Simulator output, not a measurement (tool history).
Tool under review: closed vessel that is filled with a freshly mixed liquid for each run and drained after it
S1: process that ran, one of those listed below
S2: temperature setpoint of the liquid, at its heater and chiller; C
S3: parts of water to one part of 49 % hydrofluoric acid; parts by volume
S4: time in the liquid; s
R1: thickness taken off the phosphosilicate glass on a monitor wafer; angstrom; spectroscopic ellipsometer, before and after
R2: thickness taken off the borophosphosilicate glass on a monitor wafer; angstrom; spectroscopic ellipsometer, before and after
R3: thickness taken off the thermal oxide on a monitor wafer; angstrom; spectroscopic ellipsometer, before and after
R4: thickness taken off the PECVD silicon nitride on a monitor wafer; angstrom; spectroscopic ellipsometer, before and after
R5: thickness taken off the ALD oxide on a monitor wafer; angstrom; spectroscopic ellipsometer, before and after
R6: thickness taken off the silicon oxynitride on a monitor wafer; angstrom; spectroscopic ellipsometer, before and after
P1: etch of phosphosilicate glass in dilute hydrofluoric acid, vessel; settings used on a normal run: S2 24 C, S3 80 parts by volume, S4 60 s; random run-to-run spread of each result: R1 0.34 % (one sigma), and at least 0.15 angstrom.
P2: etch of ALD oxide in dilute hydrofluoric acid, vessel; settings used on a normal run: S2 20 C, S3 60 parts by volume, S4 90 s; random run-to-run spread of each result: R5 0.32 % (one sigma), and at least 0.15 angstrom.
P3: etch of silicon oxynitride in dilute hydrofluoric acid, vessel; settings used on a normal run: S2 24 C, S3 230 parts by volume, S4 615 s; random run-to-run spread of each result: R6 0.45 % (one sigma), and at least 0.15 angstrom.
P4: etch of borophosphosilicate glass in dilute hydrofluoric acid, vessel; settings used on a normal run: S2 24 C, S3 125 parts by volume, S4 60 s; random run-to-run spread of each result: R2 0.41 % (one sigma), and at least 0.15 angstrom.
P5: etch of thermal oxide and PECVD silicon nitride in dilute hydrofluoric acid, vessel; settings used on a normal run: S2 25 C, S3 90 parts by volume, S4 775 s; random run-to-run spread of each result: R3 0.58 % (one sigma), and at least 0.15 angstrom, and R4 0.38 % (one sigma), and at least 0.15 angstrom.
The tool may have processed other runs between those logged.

Run 1, hour 5.9: S1 P1, S2 24 C, S3 80 parts by volume, S4 60 s. Result: R1 510.42 angstrom.
Run 2, hour 14.5: S1 P4, S2 24 C, S3 190 parts by volume, S4 60 s. Result: R2 140.74 angstrom.
Run 3, hour 21.2: S1 P4, S2 30 C, S3 125 parts by volume, S4 60 s. Result: R2 286.43 angstrom.
Run 4, hour 31.8: S1 P5, S2 25 C, S3 90 parts by volume, S4 1230 s. Result: R3 661.9 angstrom, R4 399.97 angstrom.
Run 5, hour 41.3: S1 P5, S2 25 C, S3 30 parts by volume, S4 775 s. Result: R3 1347.5 angstrom, R4 734.11 angstrom.
Run 6, hour 53.4: S1 P2, S2 20 C, S3 20 parts by volume, S4 90 s. Result: R5 755.18 angstrom.
Run 7, hour 60.3: S1 P3, S2 24 C, S3 230 parts by volume, S4 615 s. Result: R6 77.189 angstrom.
Run 8, hour 72.5: S1 P4, S2 24 C, S3 125 parts by volume, S4 60 s. Result: R2 230.11 angstrom.
Run 9, hour 85.3: S1 P2, S2 28.5 C, S3 60 parts by volume, S4 90 s. Result: R5 339.09 angstrom.
Run 10, hour 95.4: S1 P1, S2 24 C, S3 80 parts by volume, S4 60 s. Result: R1 505.37 angstrom.
Run 11, hour 101.9: S1 P4, S2 24 C, S3 125 parts by volume, S4 60 s. Result: R2 229.75 angstrom.
Run 12, hour 108: S1 P2, S2 20 C, S3 60 parts by volume, S4 90 s. Result: R5 237.88 angstrom.
Run 13, hour 118.6: S1 P1, S2 24 C, S3 80 parts by volume, S4 60 s. Result: R1 504.96 angstrom.
Run 14, hour 131.4: S1 P2, S2 20 C, S3 60 parts by volume, S4 160 s. Result: R5 423.63 angstrom.
Run 15, hour 141.4: S1 P1, S2 24 C, S3 80 parts by volume, S4 60 s. Result: R1 505.57 angstrom.
Run 16, hour 153.2: S1 P3, S2 24 C, S3 120 parts by volume, S4 615 s. Result: R6 160.67 angstrom.
Run 17, hour 165.2: S1 P1, S2 24 C, S3 80 parts by volume, S4 110 s. Result: R1 929.55 angstrom.
Run 18, hour 171.7: S1 P1, S2 24 C, S3 25 parts by volume, S4 60 s. Result: R1 1744.8 angstrom.
Run 19, hour 183.6: S1 P4, S2 24 C, S3 125 parts by volume, S4 35 s. Result: R2 134.29 angstrom.
Run 20, hour 193.1: S1 P1, S2 28 C, S3 80 parts by volume, S4 60 s. Result: R1 595.41 angstrom.
Run 21, hour 201.6: S1 P1, S2 19 C, S3 80 parts by volume, S4 60 s. Result: R1 413.27 angstrom.
Run 22, hour 208.1: S1 P3, S2 24 C, S3 230 parts by volume, S4 120 s. Result: R6 14.856 angstrom.
Run 23, hour 214.6: S1 P5, S2 28.5 C, S3 90 parts by volume, S4 775 s. Result: R3 481.42 angstrom, R4 311.44 angstrom.
Run 24, hour 225.8: S1 P1, S2 24 C, S3 45 parts by volume, S4 30 s. Result: R1 473.08 angstrom.
Run 25, hour 233.5: S1 P5, S2 25 C, S3 90 parts by volume, S4 775 s. Result: R3 418.58 angstrom, R4 249.81 angstrom.
Run 26, hour 239.7: S1 P1, S2 24 C, S3 120 parts by volume, S4 60 s. Result: R1 321.32 angstrom.
Run 27, hour 249.6: S1 P1, S2 24 C, S3 80 parts by volume, S4 60 s. Result: R1 507.36 angstrom.
Run 28, hour 256.4: S1 P1, S2 24 C, S3 80 parts by volume, S4 30 s. Result: R1 255.16 angstrom.
Run 29, hour 262.4: S1 P3, S2 30.5 C, S3 230 parts by volume, S4 615 s. Result: R6 102.11 angstrom.
Run 30, hour 275.1: S1 P1, S2 24 C, S3 80 parts by volume, S4 60 s. Result: R1 506.7 angstrom.
Run 31, hour 285.2: S1 P2, S2 20 C, S3 60 parts by volume, S4 90 s. Result: R5 239.05 angstrom.
Run 32, hour 295.1: S1 P3, S2 24 C, S3 230 parts by volume, S4 615 s. Result: R6 76.781 angstrom.
Run 33, hour 303.3: S1 P1, S2 24 C, S3 80 parts by volume, S4 60 s. Result: R1 509.37 angstrom.
Run 34, hour 315.8: S1 P1, S2 24 C, S3 80 parts by volume, S4 60 s. Result: R1 479.7 angstrom.
Run 35, hour 327.1: S1 P1, S2 24 C, S3 80 parts by volume, S4 60 s. Result: R1 469.89 angstrom.

For run 36, what comes out?
Run 36, hour 334.1: S1 P1, S2 24 C, S3 80 parts by volume, S4 60 s. Result: R1 ?.

R1: 465.52 angstrom

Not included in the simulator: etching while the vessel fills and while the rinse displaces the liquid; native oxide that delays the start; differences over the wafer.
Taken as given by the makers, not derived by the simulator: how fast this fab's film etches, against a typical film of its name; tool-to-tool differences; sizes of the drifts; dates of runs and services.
